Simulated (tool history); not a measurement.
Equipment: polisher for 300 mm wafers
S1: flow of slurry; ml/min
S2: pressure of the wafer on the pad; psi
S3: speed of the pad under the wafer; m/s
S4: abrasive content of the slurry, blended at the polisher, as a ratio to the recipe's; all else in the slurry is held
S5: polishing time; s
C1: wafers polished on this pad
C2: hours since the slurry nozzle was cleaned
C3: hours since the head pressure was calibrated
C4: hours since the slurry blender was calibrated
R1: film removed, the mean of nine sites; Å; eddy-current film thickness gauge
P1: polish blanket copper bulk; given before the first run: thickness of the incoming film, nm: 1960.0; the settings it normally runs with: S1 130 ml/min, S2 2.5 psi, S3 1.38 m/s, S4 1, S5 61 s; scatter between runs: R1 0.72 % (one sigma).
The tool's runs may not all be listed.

run,hour,S1,S2,S3,S4,S5,C1,C2,C3,C4,R1
1,8.7,130,2.5,1.38,1,61,262,164.7,949.7,121,6847
2,17,130,2.5,1.38,1.4,61,350,173,958,129.3,7389.5
3,26.7,165,2.5,1.38,1,61,454,182.7,967.7,139,7132.6
4,35.1,130,2.5,2.04,1,61,543,191.1,976.1,147.4,10186
5,45.5,130,2.5,1.38,0.55,61,654,201.5,986.5,157.8,6051.6
6,52.8,130,1.8,1.38,1,61,732,208.8,993.8,165.1,4966
7,63,130,2.5,1.38,1,61,841,219,1004,175.3,6879.7
8,73.6,130,2.5,1.38,1,86,954,229.6,1014.6,185.9,9765.3
9,83.9,130,3.6,1.38,1,61,1064,239.9,1024.9,196.2,9816.5
# hour 86.8: slurry nozzle cleaned
10,90,130,2.5,0.84,1,61,1129,3.2,1031,202.3,4180
11,95.3,130,2.5,1.38,1,61,1186,8.5,1036.3,207.6,6846
12,100.7,175,3.3,1.38,1,61,1243,13.9,1041.7,213,9523.8
13,107.5,130,2.5,1.38,1,61,1316,20.7,1048.5,219.8,6773.9
# hour 108.2: head pressure recalibrated
14,112.3,130,2.5,1.38,1,42,1367,25.5,4.1,224.6,4764.1
15,121.9,80,2.5,1.38,1,61,1469,35.1,13.7,234.2,6152.6
16,129.1,130,2.5,1.38,1,61,1546,42.3,20.9,241.4,6814.4
17,135.8,130,2.5,1.38,1,61,1617,49,27.6,248.1,6610.2
18,145.8,130,2.5,1.38,1,61,1724,59,37.6,258.1,6411.4
# hour 152.5: head pressure recalibrated
# hour 153: slurry blender recalibrated
19,153.2,130,2.5,1.38,1,61,1803,66.4,0.8,0.2,6246.1
20,162.1,130,2.5,1.38,1,61,1898,75.3,9.7,9.1,6247.6

Run 21 comes next. What will it give?
21,166.9,130,2.5,1.38,1,61,1949,80.1,14.5,13.9,?

R1: 6195.4 Å

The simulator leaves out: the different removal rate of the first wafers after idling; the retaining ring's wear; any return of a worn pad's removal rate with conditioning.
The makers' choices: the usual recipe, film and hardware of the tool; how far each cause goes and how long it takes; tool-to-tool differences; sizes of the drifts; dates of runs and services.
